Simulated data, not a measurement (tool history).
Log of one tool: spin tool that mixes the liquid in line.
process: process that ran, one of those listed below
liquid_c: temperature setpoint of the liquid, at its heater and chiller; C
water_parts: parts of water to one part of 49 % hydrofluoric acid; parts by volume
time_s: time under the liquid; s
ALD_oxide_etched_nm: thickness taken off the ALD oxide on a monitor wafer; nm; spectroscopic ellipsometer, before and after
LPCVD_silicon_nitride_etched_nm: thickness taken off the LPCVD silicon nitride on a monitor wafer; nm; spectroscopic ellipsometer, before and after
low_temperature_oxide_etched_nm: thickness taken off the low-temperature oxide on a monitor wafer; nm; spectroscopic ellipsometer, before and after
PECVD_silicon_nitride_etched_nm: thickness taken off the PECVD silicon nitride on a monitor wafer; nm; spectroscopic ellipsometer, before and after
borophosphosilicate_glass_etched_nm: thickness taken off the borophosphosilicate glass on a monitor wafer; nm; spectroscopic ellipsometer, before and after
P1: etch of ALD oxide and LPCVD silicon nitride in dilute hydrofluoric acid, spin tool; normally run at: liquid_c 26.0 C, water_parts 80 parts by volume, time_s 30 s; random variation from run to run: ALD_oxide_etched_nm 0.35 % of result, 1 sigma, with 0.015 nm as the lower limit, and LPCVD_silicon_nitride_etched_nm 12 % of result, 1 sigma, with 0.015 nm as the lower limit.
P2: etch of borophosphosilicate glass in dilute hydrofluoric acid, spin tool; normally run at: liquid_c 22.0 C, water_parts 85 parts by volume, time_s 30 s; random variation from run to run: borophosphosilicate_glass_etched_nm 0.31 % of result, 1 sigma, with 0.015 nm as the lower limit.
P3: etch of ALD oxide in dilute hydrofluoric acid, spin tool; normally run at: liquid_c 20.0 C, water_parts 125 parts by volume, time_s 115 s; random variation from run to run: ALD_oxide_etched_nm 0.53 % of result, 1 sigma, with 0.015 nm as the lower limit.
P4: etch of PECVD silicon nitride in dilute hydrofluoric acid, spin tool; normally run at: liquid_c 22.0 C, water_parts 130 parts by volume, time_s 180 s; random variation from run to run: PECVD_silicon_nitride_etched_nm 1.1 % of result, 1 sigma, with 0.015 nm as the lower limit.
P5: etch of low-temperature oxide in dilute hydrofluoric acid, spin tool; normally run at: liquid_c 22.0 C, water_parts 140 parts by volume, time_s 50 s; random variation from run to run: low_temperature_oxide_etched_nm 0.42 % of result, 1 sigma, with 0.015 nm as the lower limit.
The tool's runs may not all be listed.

| run | hour | process | liquid_c | water_parts | time_s | hours since the thermometer was replaced | hours since the hydrofluoric acid flow meter was replaced | ALD_oxide_etched_nm | LPCVD_silicon_nitride_etched_nm | low_temperature_oxide_etched_nm | PECVD_silicon_nitride_etched_nm | borophosphosilicate_glass_etched_nm |
|---|---|---|---|---|---|---|---|---|---|---|---|---|
| 1 | 9.4 | P1 | 26.0 | 80 | 30 | 1149.8 | 641.6 | 10.3660 | 0.184470 |  |  |  |
| 2 | 17.9 | P3 | 20.0 | 125 | 115 | 1158.3 | 650.1 | 15.5100 |  |  |  |  |
| 3 | 24.3 | P1 | 26.0 | 20 | 30 | 1164.7 | 656.5 | 45.2350 | 1.094100 |  |  |  |
| 4 | 29.7 | P1 | 26.0 | 80 | 60 | 1170.1 | 661.9 | 20.8760 | 0.445190 |  |  |  |
| 5 | 36.3 | P1 | 26.0 | 80 | 30 | 1176.7 | 668.5 | 10.3360 | 0.205650 |  |  |  |
| 6 | 44.8 | P1 | 18.5 | 140 | 30 | 1185.2 | 677.0 | 4.0757 | 0.070057 |  |  |  |
| 7 | 53.6 | P5 | 22.0 | 140 | 50 | 1194.0 | 685.8 |  |  | 8.4903 |  |  |
| 8 | 60.2 | P1 | 26.0 | 80 | 30 | 1200.6 | 692.4 | 10.4030 | 0.227070 |  |  |  |
| 9 | 67.9 | P1 | 31.0 | 80 | 30 | 1208.3 | 700.1 | 12.5660 | 0.328930 |  |  |  |
| 10 | 74.2 | P5 | 28.5 | 140 | 50 | 1214.6 | 706.4 |  |  | 10.9090 |  |  |
| 11 | 82.4 | P4 | 22.0 | 130 | 180 | 1222.8 | 714.6 |  |  |  | 2.1110 |  |
| 12 | 88.2 | P4 | 22.0 | 130 | 180 | 1228.6 | 720.4 |  |  |  | 2.0814 |  |
| 13 | 96.5 | P4 | 28.5 | 130 | 180 | 1236.9 | 728.7 |  |  |  | 3.1401 |  |
| 14 | 103.8 | P1 | 20.0 | 80 | 30 | 1244.2 | 736.0 | 8.1789 | 0.150590 |  |  |  |
| 15 | 110.9 | P1 | 30.5 | 80 | 15 | 1251.3 | 743.1 | 6.1378 | 0.154470 |  |  |  |
| 16 | 120.6 | P4 | 22.0 | 130 | 325 | 1261.0 | 752.8 |  |  |  | 3.7850 |  |
| 17 | 130.3 | P2 | 22.0 | 85 | 30 | 1270.7 | 762.5 |  |  |  |  | 14.0820 |
| 18 | 138.7 | P2 | 22.0 | 85 | 30 | 1279.1 | 770.9 |  |  |  |  | 14.1750 |
| 19 | 146.4 | P1 | 26.0 | 80 | 30 | 1286.8 | 778.6 | 10.4190 | 0.203490 |  |  |  |
| 20 | 153.4 | P5 | 22.0 | 140 | 95 | 1293.8 | 785.6 |  |  | 16.2160 |  |  |
| 21 | 159.4 | P2 | 22.0 | 85 | 15 | 1299.8 | 791.6 |  |  |  |  | 7.0263 |
| 22 | 168.4 | P1 | 26.0 | 80 | 30 | 1308.8 | 800.6 | 10.3910 | 0.206080 |  |  |  |
| 23 | 177.2 | P5 | 22.0 | 80 | 50 | 1317.6 | 809.4 |  |  | 15.9310 |  |  |
| 24 | 185.5 | P5 | 22.0 | 140 | 50 | 1325.9 | 817.7 |  |  | 8.4643 |  |  |
| 25 | 190.0 | P3 | 20.0 | 195 | 115 | 1330.4 | 822.2 | 9.2234 |  |  |  |  |
| 26 | 197.4 | P1 | 26.0 | 80 | 15 | 1337.8 | 829.6 | 5.1903 | 0.085721 |  |  |  |
| 27 | 206.6 | P2 | 22.0 | 120 | 30 | 1347.0 | 838.8 |  |  |  |  | 9.6232 |
| 28 | 211.6 | P1 | 26.0 | 80 | 30 | 1352.0 | 843.8 | 10.4540 | 0.219880 |  |  |  |
| 29 | 218.3 | P3 | 20.0 | 125 | 165 | 1358.7 | 850.5 | 22.1930 |  |  |  |  |
| 30 | 224.3 | P1 | 26.0 | 80 | 30 | 1364.7 | 856.5 | 10.4410 | 0.199360 |  |  |  |
| 31 | 234.1 | P2 | 17.0 | 85 | 30 | 1374.5 | 866.3 |  |  |  |  | 11.3220 |
| 32 | 243.2 | P4 | 22.0 | 210 | 180 | 1383.6 | 875.4 |  |  |  | 1.3067 |  |
| 33 | 250.4 | P3 | 28.0 | 125 | 115 | 1390.8 | 882.6 | 21.0920 |  |  |  |  |
| 34 | 257.2 | P1 | 26.0 | 145 | 30 | 1397.6 | 889.4 | 5.3022 | 0.126430 |  |  |  |
| 35 | 262.1 | P1 | 26.0 | 80 | 30 | 1402.5 | 894.3 | 10.3840 | 0.204110 |  |  |  |
| 36 | 268.0 | P1 | 26.0 | 80 | 30 | 1408.4 | 900.2 | 10.7340 | 0.240070 |  |  |  |
| 37 | 273.7 | P1 | 26.0 | 80 | 30 | 1414.1 | 905.9 | 10.8220 | 0.222160 |  |  |  |
| 38 | 280.7 | P1 | 26.0 | 80 | 30 | 1421.1 | 912.9 | 10.9020 | 0.243720 |  |  |  |
| 39 | 290.1 | P1 | 26.0 | 80 | 30 | 1430.5 | 922.3 | 11.0770 | 0.227530 |  |  |  |
| 40 | 296.6 | P1 | 26.0 | 80 | 30 | 1437.0 | 928.8 | 11.0970 | 0.242090 |  |  |  |
| 41 | 301.2 | P1 | 26.0 | 80 | 30 | 1441.6 | 933.4 | 11.0380 | 0.301900 |  |  |  |

The log shows P1 creeping away from where it was. Any of the 2 causes listed here, at the size stated for it, fits the log just as well as the others:
A: hydrofluoric acid flow above the setpoint (%) = 5.87
B: liquid hotter than its thermometer reads (K) = 1.61
The creep began at about hour 262.1.

Of the 4 check runs below, each run on 5 wafers with the results averaged and each result still a question mark, which one would tell the listed causes apart?
| check 1 | 305.8 | P5 | 22.0 | 140 | 50 |  |  |  |  | ? |  |  |
| check 2 | 305.8 | P2 | 22.0 | 85 | 30 |  |  |  |  |  |  | ? |
| check 3 | 305.8 | P3 | 20.0 | 125 | 115 |  |  | ? |  |  |  |  |
| check 4 | 305.8 | P4 | 22.0 | 130 | 180 |  |  |  |  |  | ? |  |

If the cause were each of the candidates in turn, the checks would give the following:
| check | result | if A | if B |
|---|---|---|---|
| check 1 | low_temperature_oxide_etched_nm | 9.0896 | 9.0630 |
| check 2 | borophosphosilicate_glass_etched_nm | 14.9900 | 15.0280 |
| check 3 | ALD_oxide_etched_nm | 16.5220 | 16.5230 |
| check 4 | PECVD_silicon_nitride_etched_nm | 2.2102 | 2.3230 |
Per check, the gap between the least separated pair of causes, taken in the result that splits them most: check 1 0.29 %; check 2 0.25 %; check 3 0.01 %; check 4 4.98 %
The causes can be told apart only by check 4. The other checks would give nearly the same results under each of them.

Check 4 was carried out, with these results: PECVD_silicon_nitride_etched_nm 2.3146 nm. Which of the listed causes is responsible?

Of the candidate causes, it is B: liquid hotter than its thermometer reads (K).
